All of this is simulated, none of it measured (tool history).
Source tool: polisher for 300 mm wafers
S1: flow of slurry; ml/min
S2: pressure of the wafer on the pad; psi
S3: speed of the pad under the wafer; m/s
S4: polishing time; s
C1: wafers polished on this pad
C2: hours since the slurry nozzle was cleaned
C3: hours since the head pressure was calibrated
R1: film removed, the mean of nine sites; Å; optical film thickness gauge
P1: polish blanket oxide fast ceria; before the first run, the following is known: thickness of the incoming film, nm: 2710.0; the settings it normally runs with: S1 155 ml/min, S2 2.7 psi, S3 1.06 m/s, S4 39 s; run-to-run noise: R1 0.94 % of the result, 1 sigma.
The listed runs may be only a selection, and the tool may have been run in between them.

Run 1, hour 7.3: S1 155 ml/min, S2 2.7 psi, S3 1.06 m/s, S4 39 s; C1 536; C2 561.6; C3 158.8. Result: R1 5818.9 Å.
Run 2, hour 13.6: S1 115 ml/min, S2 2.7 psi, S3 1.06 m/s, S4 50 s; C1 622; C2 567.9; C3 165.1. Result: R1 6982.7 Å.
Run 3, hour 22.5: S1 155 ml/min, S2 4.1 psi, S3 1.66 m/s, S4 39 s; C1 744; C2 576.8; C3 174. Result: R1 13809 Å.
Run 4, hour 29.9: S1 95 ml/min, S2 2.7 psi, S3 1.06 m/s, S4 39 s; C1 844; C2 584.2; C3 181.4. Result: R1 5366 Å.
At hour 33.9: head pressure recalibrated.
Run 5, hour 39.8: S1 205 ml/min, S2 2.7 psi, S3 1.06 m/s, S4 39 s; C1 980; C2 594.1; C3 6. Result: R1 6150.8 Å.
Run 6, hour 52.1: S1 155 ml/min, S2 2.7 psi, S3 1.06 m/s, S4 39 s; C1 1147; C2 606.4; C3 18.3. Result: R1 5886.8 Å.
Run 7, hour 60.6: S1 155 ml/min, S2 2.7 psi, S3 1.06 m/s, S4 39 s; C1 1263; C2 614.9; C3 26.8. Result: R1 5801 Å.
Run 8, hour 66.2: S1 155 ml/min, S2 2.7 psi, S3 0.48 m/s, S4 39 s; C1 1340; C2 620.5; C3 32.4. Result: R1 2616 Å.
Run 9, hour 76.8: S1 155 ml/min, S2 1.9 psi, S3 1.06 m/s, S4 39 s; C1 1484; C2 631.1; C3 43. Result: R1 4109.5 Å.
Run 10, hour 89.2: S1 155 ml/min, S2 2.7 psi, S3 1.06 m/s, S4 39 s; C1 1654; C2 643.5; C3 55.4. Result: R1 5826 Å.
Run 11, hour 98: S1 155 ml/min, S2 4.1 psi, S3 1.06 m/s, S4 39 s; C1 1774; C2 652.3; C3 64.2. Result: R1 9040.9 Å.
Run 12, hour 104.7: S1 155 ml/min, S2 2.7 psi, S3 1.06 m/s, S4 39 s; C1 1865; C2 659; C3 70.9. Result: R1 5900.6 Å.
Run 13, hour 113.6: S1 155 ml/min, S2 2.7 psi, S3 1.06 m/s, S4 52 s; C1 1987; C2 667.9; C3 79.8. Result: R1 7850.8 Å.
Run 14, hour 122.8: S1 155 ml/min, S2 2.7 psi, S3 1.06 m/s, S4 19 s; C1 2112; C2 677.1; C3 89. Result: R1 2831 Å.
Run 15, hour 132.4: S1 155 ml/min, S2 2.7 psi, S3 1.68 m/s, S4 39 s; C1 2243; C2 686.7; C3 98.6. Result: R1 9358.7 Å.
Run 16, hour 141.2: S1 155 ml/min, S2 2.7 psi, S3 1.06 m/s, S4 39 s; C1 2363; C2 695.5; C3 107.4. Result: R1 5790.4 Å.

Run 17, settings as shown, results not yet in. Your forecast:
Run 17, hour 148.2: S1 155 ml/min, S2 2.7 psi, S3 1.06 m/s, S4 39 s; C1 2459; C2 702.5; C3 114.4. Result: R1 ?.

R1: 5812.3 Å
